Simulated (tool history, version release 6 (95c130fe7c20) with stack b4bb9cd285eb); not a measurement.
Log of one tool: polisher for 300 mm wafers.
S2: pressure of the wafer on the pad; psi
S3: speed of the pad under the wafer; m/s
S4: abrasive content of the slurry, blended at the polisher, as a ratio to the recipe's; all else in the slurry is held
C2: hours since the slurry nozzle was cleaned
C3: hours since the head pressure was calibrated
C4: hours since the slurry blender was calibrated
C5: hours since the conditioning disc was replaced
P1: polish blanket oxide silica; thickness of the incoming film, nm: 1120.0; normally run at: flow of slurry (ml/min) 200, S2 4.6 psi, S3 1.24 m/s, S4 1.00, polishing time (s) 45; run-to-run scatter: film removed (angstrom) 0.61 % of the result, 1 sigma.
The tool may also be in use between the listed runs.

Run 1, hour 5.0: flow of slurry (ml/min) 200, S2 4.6 psi, S3 1.24 m/s, S4 1.00, polishing time (s) 45; wafers polished on this pad 642; C2 515.0; C3 791.2; C4 287.5; C5 273.7. Result: film removed (angstrom) 1678.40.
Run 2, hour 10.9: flow of slurry (ml/min) 200, S2 4.6 psi, S3 1.24 m/s, S4 1.00, polishing time (s) 45; wafers polished on this pad 692; C2 520.9; C3 797.1; C4 293.4; C5 279.6. Result: film removed (angstrom) 1676.90.
Run 3, hour 17.7: flow of slurry (ml/min) 200, S2 4.6 psi, S3 0.88 m/s, S4 0.55, polishing time (s) 45; wafers polished on this pad 750; C2 527.7; C3 803.9; C4 300.2; C5 286.4. Result: film removed (angstrom) 927.65.
Run 4, hour 25.0: flow of slurry (ml/min) 200, S2 4.6 psi, S3 1.24 m/s, S4 1.00, polishing time (s) 45; wafers polished on this pad 811; C2 535.0; C3 811.2; C4 307.5; C5 293.7. Result: film removed (angstrom) 1688.40.
Run 5, hour 32.2: flow of slurry (ml/min) 200, S2 4.6 psi, S3 1.24 m/s, S4 1.00, polishing time (s) 45; wafers polished on this pad 873; C2 542.2; C3 818.4; C4 314.7; C5 300.9. Result: film removed (angstrom) 1668.90.
Run 6, hour 38.1: flow of slurry (ml/min) 200, S2 4.6 psi, S3 1.24 m/s, S4 1.00, polishing time (s) 20; wafers polished on this pad 923; C2 548.1; C3 824.3; C4 320.6; C5 306.8. Result: film removed (angstrom) 738.16.
Run 7, hour 44.8: flow of slurry (ml/min) 200, S2 4.6 psi, S3 1.24 m/s, S4 0.65, polishing time (s) 45; wafers polished on this pad 980; C2 554.8; C3 831.0; C4 327.3; C5 313.5. Result: film removed (angstrom) 1335.10.
Run 8, hour 50.8: flow of slurry (ml/min) 200, S2 4.6 psi, S3 1.24 m/s, S4 1.00, polishing time (s) 45; wafers polished on this pad 1030; C2 560.8; C3 837.0; C4 333.3; C5 319.5. Result: film removed (angstrom) 1686.90.
Run 9, hour 55.1: flow of slurry (ml/min) 200, S2 7.2 psi, S3 1.24 m/s, S4 1.00, polishing time (s) 45; wafers polished on this pad 1067; C2 565.1; C3 841.3; C4 337.6; C5 323.8. Result: film removed (angstrom) 2638.10.
Run 10, hour 61.2: flow of slurry (ml/min) 200, S2 4.6 psi, S3 1.84 m/s, S4 1.00, polishing time (s) 26; wafers polished on this pad 1119; C2 571.2; C3 847.4; C4 343.7; C5 329.9. Result: film removed (angstrom) 1335.70.
Run 11, hour 66.0: flow of slurry (ml/min) 200, S2 2.3 psi, S3 1.24 m/s, S4 1.00, polishing time (s) 45; wafers polished on this pad 1160; C2 576.0; C3 852.2; C4 348.5; C5 334.7. Result: film removed (angstrom) 840.48.
Run 12, hour 69.7: flow of slurry (ml/min) 200, S2 4.6 psi, S3 1.24 m/s, S4 1.00, polishing time (s) 69; wafers polished on this pad 1191; C2 579.7; C3 855.9; C4 352.2; C5 338.4. Result: film removed (angstrom) 2573.40.
Run 13, hour 75.3: flow of slurry (ml/min) 200, S2 4.6 psi, S3 1.68 m/s, S4 1.00, polishing time (s) 45; wafers polished on this pad 1238; C2 585.3; C3 861.5; C4 357.8; C5 344.0. Result: film removed (angstrom) 2128.40.
Run 14, hour 81.3: flow of slurry (ml/min) 310, S2 4.6 psi, S3 1.24 m/s, S4 1.00, polishing time (s) 45; wafers polished on this pad 1289; C2 591.3; C3 867.5; C4 363.8; C5 350.0. Result: film removed (angstrom) 1759.00.
Run 15, hour 87.0: flow of slurry (ml/min) 200, S2 4.6 psi, S3 1.24 m/s, S4 1.00, polishing time (s) 45; wafers polished on this pad 1338; C2 597.0; C3 873.2; C4 369.5; C5 355.7. Result: film removed (angstrom) 1687.70.
Run 16, hour 90.5: flow of slurry (ml/min) 200, S2 4.6 psi, S3 1.24 m/s, S4 1.00, polishing time (s) 45; wafers polished on this pad 1367; C2 600.5; C3 876.7; C4 373.0; C5 359.2. Result: film removed (angstrom) 1664.20.
Run 17, hour 94.0: flow of slurry (ml/min) 150, S2 4.6 psi, S3 1.24 m/s, S4 1.00, polishing time (s) 45; wafers polished on this pad 1397; C2 604.0; C3 880.2; C4 376.5; C5 362.7. Result: film removed (angstrom) 1612.50.
Run 18, hour 97.8: flow of slurry (ml/min) 200, S2 4.6 psi, S3 1.24 m/s, S4 1.45, polishing time (s) 45; wafers polished on this pad 1429; C2 607.8; C3 884.0; C4 380.3; C5 366.5. Result: film removed (angstrom) 1948.90.
Run 19, hour 102.8: flow of slurry (ml/min) 200, S2 4.6 psi, S3 0.72 m/s, S4 1.00, polishing time (s) 45; wafers polished on this pad 1472; C2 612.8; C3 889.0; C4 385.3; C5 371.5. Result: film removed (angstrom) 1095.10.

Run 20 comes next. What will it give?
Run 20, hour 106.1: flow of slurry (ml/min) 200, S2 4.6 psi, S3 1.24 m/s, S4 1.00, polishing time (s) 45; wafers polished on this pad 1500; C2 616.1; C3 892.3; C4 388.6; C5 374.8. Result: film removed (angstrom) ?.

Run 20 gave film removed (angstrom) 1677.60.
